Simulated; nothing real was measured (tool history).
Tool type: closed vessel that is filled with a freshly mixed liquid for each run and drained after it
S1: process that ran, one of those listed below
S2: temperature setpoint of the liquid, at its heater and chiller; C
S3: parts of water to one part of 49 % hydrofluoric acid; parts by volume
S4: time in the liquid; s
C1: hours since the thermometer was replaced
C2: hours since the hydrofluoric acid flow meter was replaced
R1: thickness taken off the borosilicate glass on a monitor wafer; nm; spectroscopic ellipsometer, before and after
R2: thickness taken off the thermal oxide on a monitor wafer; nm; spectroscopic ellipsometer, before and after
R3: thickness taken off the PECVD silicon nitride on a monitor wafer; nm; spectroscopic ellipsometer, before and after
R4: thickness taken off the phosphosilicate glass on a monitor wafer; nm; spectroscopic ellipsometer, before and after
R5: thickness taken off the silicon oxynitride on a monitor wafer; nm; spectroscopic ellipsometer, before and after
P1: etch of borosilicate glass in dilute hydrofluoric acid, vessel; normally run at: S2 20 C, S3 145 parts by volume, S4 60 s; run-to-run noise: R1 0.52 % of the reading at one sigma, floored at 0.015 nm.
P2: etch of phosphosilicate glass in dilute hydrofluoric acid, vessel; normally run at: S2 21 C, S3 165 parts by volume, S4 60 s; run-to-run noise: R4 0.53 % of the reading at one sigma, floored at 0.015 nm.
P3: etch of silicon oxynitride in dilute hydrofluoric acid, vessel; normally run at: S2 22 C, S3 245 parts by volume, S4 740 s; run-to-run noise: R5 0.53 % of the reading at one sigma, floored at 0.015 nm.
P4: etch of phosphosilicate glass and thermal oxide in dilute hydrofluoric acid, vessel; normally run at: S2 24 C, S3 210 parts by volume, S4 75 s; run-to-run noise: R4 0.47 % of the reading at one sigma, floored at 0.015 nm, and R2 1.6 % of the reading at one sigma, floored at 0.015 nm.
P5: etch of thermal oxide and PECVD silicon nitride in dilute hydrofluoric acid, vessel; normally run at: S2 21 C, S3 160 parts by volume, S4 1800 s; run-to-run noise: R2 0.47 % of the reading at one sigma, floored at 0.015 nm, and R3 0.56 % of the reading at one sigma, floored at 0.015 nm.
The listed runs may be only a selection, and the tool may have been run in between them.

run   hour  S1  S2   S3    S4     C1      C2       R1         R2         R3      R4       R5
  1   11.2  P1  20  145    60  549.6   955.8  16.0620
  2   23.5  P5  17  160  1800  561.9   968.1            39.60300   18.58300
  3   33.3  P2  27  165    60  571.7   977.9                                 66.521
  4   43.0  P1  20   50    60  581.4   987.6  51.7970
  5   55.6  P1  20  145    60  594.0  1000.2  16.0890
  6   66.0  P4  24  345    75  604.4  1010.6             0.83183             18.788
  7   79.6  P1  24  145    60  618.0  1024.2  18.8040
  8   90.8  P1  20  225    60  629.2  1035.4   9.4634
  9  107.6  P1  20  235    85  646.0  1052.2  12.7390
 10  119.8  P4  17  210    75  658.2  1064.4             1.15810             27.236
 11  127.3  P1  17  145    60  665.7  1071.9  14.2190
 12  141.1  P1  20  145    30  679.5  1085.7   8.0307
 13  151.7  P1  20  145    90  690.1  1096.3  24.0290
 14  167.5  P4  24  210   145  705.9  1112.1             2.85940             68.736
 15  176.3  P2  21  280    60  714.7  1120.9                                 27.802
     181.5  -- thermometer replaced
 16  187.8  P1  20  145    60    6.3  1132.4  16.1150
 17  197.7  P3  22  245  1285   16.2  1142.3                                         20.1580
 18  208.2  P2  21  165    60   26.7  1152.8                                 52.915
 19  220.7  P2  21  165    30   39.2  1165.3                                 26.336
 20  229.7  P3  22  435   740   48.2  1174.3                                          5.9089
 21  238.6  P5  21  160    30   57.1  1183.2             0.73870    0.39535
 22  248.7  P5  21   30  1800   67.2  1193.3           290.26000  125.28000
 23  266.0  P1  17  240    60   84.5  1210.6   7.8849
 24  274.5  P1  17  145    30   93.0  1219.1   7.0700
 25  282.1  P5  21  160  1800  100.6  1226.7            46.96500   24.59000
 26  290.4  P4  24  210    75  108.9  1235.0             1.60480             35.720
 27  299.6  P1  20  145    60  118.1  1244.2  16.0170
 28  309.7  P1  20  145    60  128.2  1254.3  15.9790
 29  321.0  P3  28  245   740  139.5  1265.6                                         15.1040
 30  333.0  P1  20  145    60  151.5  1277.6  16.0330

What will run 31 give?
 31  346.3  P3  22  245  740  164.8  1290.9                   ?

{"run 31": {"R5": 11.624}}

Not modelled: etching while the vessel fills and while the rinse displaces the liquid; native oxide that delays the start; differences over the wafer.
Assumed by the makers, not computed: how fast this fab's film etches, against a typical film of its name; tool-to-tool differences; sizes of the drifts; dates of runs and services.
